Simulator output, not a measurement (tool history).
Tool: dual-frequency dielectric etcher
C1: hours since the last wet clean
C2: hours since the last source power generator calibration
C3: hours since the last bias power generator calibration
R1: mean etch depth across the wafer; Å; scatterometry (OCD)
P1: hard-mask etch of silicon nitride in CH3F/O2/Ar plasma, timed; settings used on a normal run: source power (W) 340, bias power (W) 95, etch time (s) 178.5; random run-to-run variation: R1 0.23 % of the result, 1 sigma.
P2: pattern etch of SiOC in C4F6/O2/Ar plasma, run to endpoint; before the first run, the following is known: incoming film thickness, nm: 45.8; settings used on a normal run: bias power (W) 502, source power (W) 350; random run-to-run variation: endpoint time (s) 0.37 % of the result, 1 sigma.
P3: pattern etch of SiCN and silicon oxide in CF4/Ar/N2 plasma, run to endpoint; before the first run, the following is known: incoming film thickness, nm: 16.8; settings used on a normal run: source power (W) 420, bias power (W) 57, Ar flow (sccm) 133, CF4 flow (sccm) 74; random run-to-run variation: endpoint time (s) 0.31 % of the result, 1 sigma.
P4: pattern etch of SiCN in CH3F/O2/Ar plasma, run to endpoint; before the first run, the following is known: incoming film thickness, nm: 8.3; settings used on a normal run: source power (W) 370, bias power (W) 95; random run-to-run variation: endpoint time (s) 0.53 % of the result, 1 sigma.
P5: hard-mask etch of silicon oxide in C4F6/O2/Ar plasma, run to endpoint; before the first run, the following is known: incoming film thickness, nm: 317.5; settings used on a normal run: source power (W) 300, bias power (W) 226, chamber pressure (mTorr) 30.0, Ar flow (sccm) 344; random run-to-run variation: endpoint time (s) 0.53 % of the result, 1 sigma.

{"run": 1, "hour": 12.8, "process that ran": "P1", "source power (W)": 340, "bias power (W)": 95, "etch time (s)": 178.5, "C1": 199.9, "C2": 1252.3, "C3": 1823.6, "R1": 1304.3}
{"run": 2, "hour": 23.6, "process that ran": "P2", "source power (W)": 350, "bias power (W)": 316, "C1": 210.7, "C2": 1263.1, "C3": 1834.4, "endpoint time (s)": 19.515}
{"run": 3, "hour": 29.6, "process that ran": "P1", "source power (W)": 340, "bias power (W)": 95, "etch time (s)": 178.5, "C1": 216.7, "C2": 1269.1, "C3": 1840.4, "R1": 1307.0}
{"run": 4, "hour": 40.3, "process that ran": "P1", "source power (W)": 340, "bias power (W)": 95, "etch time (s)": 252.5, "C1": 227.4, "C2": 1279.8, "C3": 1851.1, "R1": 1850.8}
{"run": 5, "hour": 52.0, "process that ran": "P1", "source power (W)": 340, "bias power (W)": 71, "etch time (s)": 178.5, "C1": 239.1, "C2": 1291.5, "C3": 1862.8, "R1": 1175.5}
{"run": 6, "hour": 64.0, "process that ran": "P5", "source power (W)": 300, "bias power (W)": 226, "chamber pressure (mTorr)": 30.0, "Ar flow (sccm)": 344, "C1": 251.1, "C2": 1303.5, "C3": 1874.8, "endpoint time (s)": 106.9}
{"run": 7, "hour": 75.3, "process that ran": "P3", "source power (W)": 420, "bias power (W)": 78, "Ar flow (sccm)": 133, "CF4 flow (sccm)": 74, "C1": 262.4, "C2": 1314.8, "C3": 1886.1, "endpoint time (s)": 21.534}
{"run": 8, "hour": 83.1, "process that ran": "P5", "source power (W)": 300, "bias power (W)": 226, "chamber pressure (mTorr)": 30.0, "Ar flow (sccm)": 344, "C1": 270.2, "C2": 1322.6, "C3": 1893.9, "endpoint time (s)": 106.16}
{"run": 9, "hour": 89.8, "process that ran": "P1", "source power (W)": 250, "bias power (W)": 95, "etch time (s)": 219.5, "C1": 276.9, "C2": 1329.3, "C3": 1900.6, "R1": 1424.1}
{"run": 10, "hour": 96.3, "process that ran": "P2", "source power (W)": 460, "bias power (W)": 502, "C1": 283.4, "C2": 1335.8, "C3": 1907.1, "endpoint time (s)": 14.845}
{"run": 11, "hour": 106.4, "process that ran": "P1", "source power (W)": 340, "bias power (W)": 95, "etch time (s)": 178.5, "C1": 293.5, "C2": 1345.9, "C3": 1917.2, "R1": 1313.0}
{"run": 12, "hour": 119.2, "process that ran": "P3", "source power (W)": 540, "bias power (W)": 57, "Ar flow (sccm)": 133, "CF4 flow (sccm)": 74, "C1": 306.3, "C2": 1358.7, "C3": 1930.0, "endpoint time (s)": 19.098}
{"run": 13, "hour": 129.7, "process that ran": "P1", "source power (W)": 340, "bias power (W)": 95, "etch time (s)": 178.5, "C1": 316.8, "C2": 1369.2, "C3": 1940.5, "R1": 1302.0}
{"run": 14, "hour": 137.8, "process that ran": "P1", "source power (W)": 340, "bias power (W)": 134, "etch time (s)": 178.5, "C1": 324.9, "C2": 1377.3, "C3": 1948.6, "R1": 1489.2}
{"run": 15, "hour": 151.0, "process that ran": "P1", "source power (W)": 340, "bias power (W)": 95, "etch time (s)": 122.5, "C1": 338.1, "C2": 1390.5, "C3": 1961.8, "R1": 896.79}
{"run": 16, "hour": 157.6, "process that ran": "P3", "source power (W)": 420, "bias power (W)": 57, "Ar flow (sccm)": 133, "CF4 flow (sccm)": 74, "C1": 344.7, "C2": 1397.1, "C3": 1968.4, "endpoint time (s)": 23.977}
{"run": 17, "hour": 165.9, "process that ran": "P4", "source power (W)": 370, "bias power (W)": 95, "C1": 353.0, "C2": 1405.4, "C3": 1976.7, "endpoint time (s)": 21.788}
{"run": 18, "hour": 175.5, "process that ran": "P1", "source power (W)": 440, "bias power (W)": 95, "etch time (s)": 178.5, "C1": 362.6, "C2": 1415.0, "C3": 1986.3, "R1": 1438.4}
{"run": 19, "hour": 187.6, "process that ran": "P5", "source power (W)": 300, "bias power (W)": 132, "chamber pressure (mTorr)": 30.0, "Ar flow (sccm)": 344, "C1": 374.7, "C2": 1427.1, "C3": 1998.4, "endpoint time (s)": 126.18}
{"run": 20, "hour": 199.7, "process that ran": "P4", "source power (W)": 440, "bias power (W)": 95, "C1": 386.8, "C2": 1439.2, "C3": 2010.5, "endpoint time (s)": 20.233}
{"run": 21, "hour": 210.4, "process that ran": "P5", "source power (W)": 220, "bias power (W)": 226, "chamber pressure (mTorr)": 30.0, "Ar flow (sccm)": 344, "C1": 397.5, "C2": 1449.9, "C3": 2021.2, "endpoint time (s)": 119.54}
{"run": 22, "hour": 219.1, "process that ran": "P4", "source power (W)": 370, "bias power (W)": 123, "C1": 406.2, "C2": 1458.6, "C3": 2029.9, "endpoint time (s)": 19.492}
{"run": 23, "hour": 230.4, "process that ran": "P3", "source power (W)": 420, "bias power (W)": 57, "Ar flow (sccm)": 133, "CF4 flow (sccm)": 45, "C1": 417.5, "C2": 1469.9, "C3": 2041.2, "endpoint time (s)": 26.017}
{"run": 24, "hour": 240.5, "process that ran": "P5", "source power (W)": 300, "bias power (W)": 226, "chamber pressure (mTorr)": 30.0, "Ar flow (sccm)": 272, "C1": 427.6, "C2": 1480.0, "C3": 2051.3, "endpoint time (s)": 104.52}
{"run": 25, "hour": 252.7, "process that ran": "P2", "source power (W)": 350, "bias power (W)": 502, "C1": 439.8, "C2": 1492.2, "C3": 2063.5, "endpoint time (s)": 16.361}
{"run": 26, "hour": 265.1, "process that ran": "P1", "source power (W)": 340, "bias power (W)": 95, "etch time (s)": 178.5, "C1": 452.2, "C2": 1504.6, "C3": 2075.9, "R1": 1308.3}
{"run": 27, "hour": 272.0, "process that ran": "P5", "source power (W)": 300, "bias power (W)": 226, "chamber pressure (mTorr)": 37.5, "Ar flow (sccm)": 344, "C1": 459.1, "C2": 1511.5, "C3": 2082.8, "endpoint time (s)": 108.55}
{"run": 28, "hour": 278.6, "process that ran": "P3", "source power (W)": 420, "bias power (W)": 57, "Ar flow (sccm)": 188, "CF4 flow (sccm)": 74, "C1": 465.7, "C2": 1518.1, "C3": 2089.4, "endpoint time (s)": 25.37}
{"run": 29, "hour": 288.4, "process that ran": "P1", "source power (W)": 230, "bias power (W)": 95, "etch time (s)": 178.5, "C1": 475.5, "C2": 1527.9, "C3": 2099.2, "R1": 1131.4}
{"run": 30, "hour": 299.9, "process that ran": "P1", "source power (W)": 340, "bias power (W)": 95, "etch time (s)": 178.5, "C1": 487.0, "C2": 1539.4, "C3": 2110.7, "R1": 1309.3}
{"run": 31, "hour": 306.2, "process that ran": "P1", "source power (W)": 340, "bias power (W)": 95, "etch time (s)": 178.5, "C1": 493.3, "C2": 1545.7, "C3": 2117.0, "R1": 1302.4}
{"run": 32, "hour": 316.1, "process that ran": "P1", "source power (W)": 340, "bias power (W)": 95, "etch time (s)": 178.5, "C1": 503.2, "C2": 1555.6, "C3": 2126.9, "R1": 1295.4}
{"run": 33, "hour": 323.8, "process that ran": "P1", "source power (W)": 340, "bias power (W)": 95, "etch time (s)": 178.5, "C1": 510.9, "C2": 1563.3, "C3": 2134.6, "R1": 1286.3}
{"run": 34, "hour": 334.7, "process that ran": "P1", "source power (W)": 340, "bias power (W)": 95, "etch time (s)": 178.5, "C1": 521.8, "C2": 1574.2, "C3": 2145.5, "R1": 1290.5}
{"run": 35, "hour": 343.8, "process that ran": "P1", "source power (W)": 340, "bias power (W)": 95, "etch time (s)": 178.5, "C1": 530.9, "C2": 1583.3, "C3": 2154.6, "R1": 1284.6}
{"run": 36, "hour": 355.0, "process that ran": "P1", "source power (W)": 340, "bias power (W)": 95, "etch time (s)": 178.5, "C1": 542.1, "C2": 1594.5, "C3": 2165.8, "R1": 1286.2}
{"hour": 360.7, "done": "wet clean of the chamber"}
{"run": 37, "hour": 365.9, "process that ran": "P1", "source power (W)": 340, "bias power (W)": 95, "etch time (s)": 178.5, "C1": 5.3, "C2": 1605.4, "C3": 2176.7, "R1": 1285.6}

For run 38, what comes out?
{"run": 38, "hour": 372.6, "process that ran": "P1", "source power (W)": 340, "bias power (W)": 95, "etch time (s)": 178.5, "C1": 12.0, "C2": 1612.1, "C3": 2183.4, "R1": "?"}

Logged for run 38: R1 1282.80 Å.

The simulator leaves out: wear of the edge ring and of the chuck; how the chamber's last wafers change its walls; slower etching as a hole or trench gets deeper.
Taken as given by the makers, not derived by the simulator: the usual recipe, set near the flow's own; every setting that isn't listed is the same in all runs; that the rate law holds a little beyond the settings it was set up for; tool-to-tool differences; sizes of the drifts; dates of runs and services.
